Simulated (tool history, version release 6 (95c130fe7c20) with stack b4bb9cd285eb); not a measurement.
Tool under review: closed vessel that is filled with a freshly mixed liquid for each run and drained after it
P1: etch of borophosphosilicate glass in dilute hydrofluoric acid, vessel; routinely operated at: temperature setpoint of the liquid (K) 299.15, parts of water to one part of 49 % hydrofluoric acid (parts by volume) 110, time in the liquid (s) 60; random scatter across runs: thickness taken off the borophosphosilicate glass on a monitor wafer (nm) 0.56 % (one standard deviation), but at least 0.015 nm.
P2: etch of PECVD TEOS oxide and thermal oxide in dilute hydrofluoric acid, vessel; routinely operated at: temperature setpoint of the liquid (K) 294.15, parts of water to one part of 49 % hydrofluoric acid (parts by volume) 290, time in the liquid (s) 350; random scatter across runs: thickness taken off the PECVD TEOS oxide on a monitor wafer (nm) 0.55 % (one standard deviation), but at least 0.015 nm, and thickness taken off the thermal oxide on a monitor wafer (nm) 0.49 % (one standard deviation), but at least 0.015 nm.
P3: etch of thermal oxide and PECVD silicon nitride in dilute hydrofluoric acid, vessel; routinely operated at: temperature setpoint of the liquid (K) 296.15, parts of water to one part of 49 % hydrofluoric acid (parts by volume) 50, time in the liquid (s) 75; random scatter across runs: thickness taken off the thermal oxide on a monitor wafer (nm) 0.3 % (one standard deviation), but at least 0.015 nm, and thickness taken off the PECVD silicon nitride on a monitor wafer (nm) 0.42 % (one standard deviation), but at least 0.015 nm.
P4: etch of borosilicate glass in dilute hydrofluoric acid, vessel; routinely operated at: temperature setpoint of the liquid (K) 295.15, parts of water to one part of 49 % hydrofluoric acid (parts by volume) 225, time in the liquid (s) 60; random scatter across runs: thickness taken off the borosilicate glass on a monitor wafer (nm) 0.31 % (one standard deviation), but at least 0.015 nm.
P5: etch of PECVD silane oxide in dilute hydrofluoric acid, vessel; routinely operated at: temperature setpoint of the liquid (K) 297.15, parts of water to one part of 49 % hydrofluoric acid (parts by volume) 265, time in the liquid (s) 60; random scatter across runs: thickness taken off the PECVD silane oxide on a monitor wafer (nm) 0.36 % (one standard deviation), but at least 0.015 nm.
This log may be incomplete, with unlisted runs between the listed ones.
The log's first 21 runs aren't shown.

| run | hour | process that ran | temperature setpoint of the liquid (K) | parts of water to one part of 49 % hydrofluoric acid (parts by volume) | time in the liquid (s) | hours since the thermometer was replaced | hours since the hydrofluoric acid flow meter was replaced | thickness taken off the borophosphosilicate glass on a monitor wafer (nm) | thickness taken off the thermal oxide on a monitor wafer (nm) | thickness taken off the PECVD silicon nitride on a monitor wafer (nm) | thickness taken off the PECVD TEOS oxide on a monitor wafer (nm) | thickness taken off the PECVD silane oxide on a monitor wafer (nm) | thickness taken off the borosilicate glass on a monitor wafer (nm) |
|---|---|---|---|---|---|---|---|---|---|---|---|---|---|
| 22 | 98.2 | P3 | 296.15 | 50 | 75 | 389 | 23.5 |  | 7.4049 | 7.6985 |  |  |  |
| 23 | 101.4 | P4 | 290.15 | 225 | 60 | 392.2 | 26.7 |  |  |  |  |  | 5.9849 |
| 24 | 104.1 | P2 | 302.15 | 290 | 350 | 394.9 | 29.4 |  | 5.4315 |  | 25.053 |  |  |
| 25 | 107.7 | P5 | 297.15 | 265 | 60 | 398.5 | 33 |  |  |  |  | 5.6769 |  |
| 26 | 112.8 | P1 | 299.15 | 110 | 60 | 403.6 | 38.1 | 31.679 |  |  |  |  |  |
| 27 | 117 | P3 | 296.15 | 50 | 145 | 407.8 | 42.3 |  | 14.37 | 14.904 |  |  |  |
| 28 | 120.9 | P1 | 299.15 | 30 | 30 | 411.7 | 46.2 | 64.346 |  |  |  |  |  |
| 29 | 124.9 | P2 | 294.15 | 290 | 350 | 415.7 | 50.2 |  | 4.1306 |  | 19.202 |  |  |
| 30 | 127.6 | P1 | 299.15 | 110 | 60 | 418.4 | 52.9 | 32.008 |  |  |  |  |  |
| 31 | 131 | P1 | 299.15 | 195 | 60 | 421.8 | 56.3 | 16.087 |  |  |  |  |  |
| 32 | 136.6 | P1 | 299.15 | 110 | 90 | 427.4 | 61.9 | 47.721 |  |  |  |  |  |
| 33 | 142 | P1 | 303.65 | 110 | 60 | 432.8 | 67.3 | 37.232 |  |  |  |  |  |
| 34 | 147.2 | P1 | 299.15 | 110 | 60 | 438 | 72.5 | 31.644 |  |  |  |  |  |
| 35 | 152 | P1 | 299.15 | 110 | 60 | 442.8 | 77.3 | 32.727 |  |  |  |  |  |

Run 36 comes next. What will it give?
| 36 | 155.5 | P1 | 299.15 | 110 | 60 | 446.3 | 80.8 | ? |  |  |  |  |  |

{"run 36": {"thickness taken off the borophosphosilicate glass on a monitor wafer (nm)": 32.893}}

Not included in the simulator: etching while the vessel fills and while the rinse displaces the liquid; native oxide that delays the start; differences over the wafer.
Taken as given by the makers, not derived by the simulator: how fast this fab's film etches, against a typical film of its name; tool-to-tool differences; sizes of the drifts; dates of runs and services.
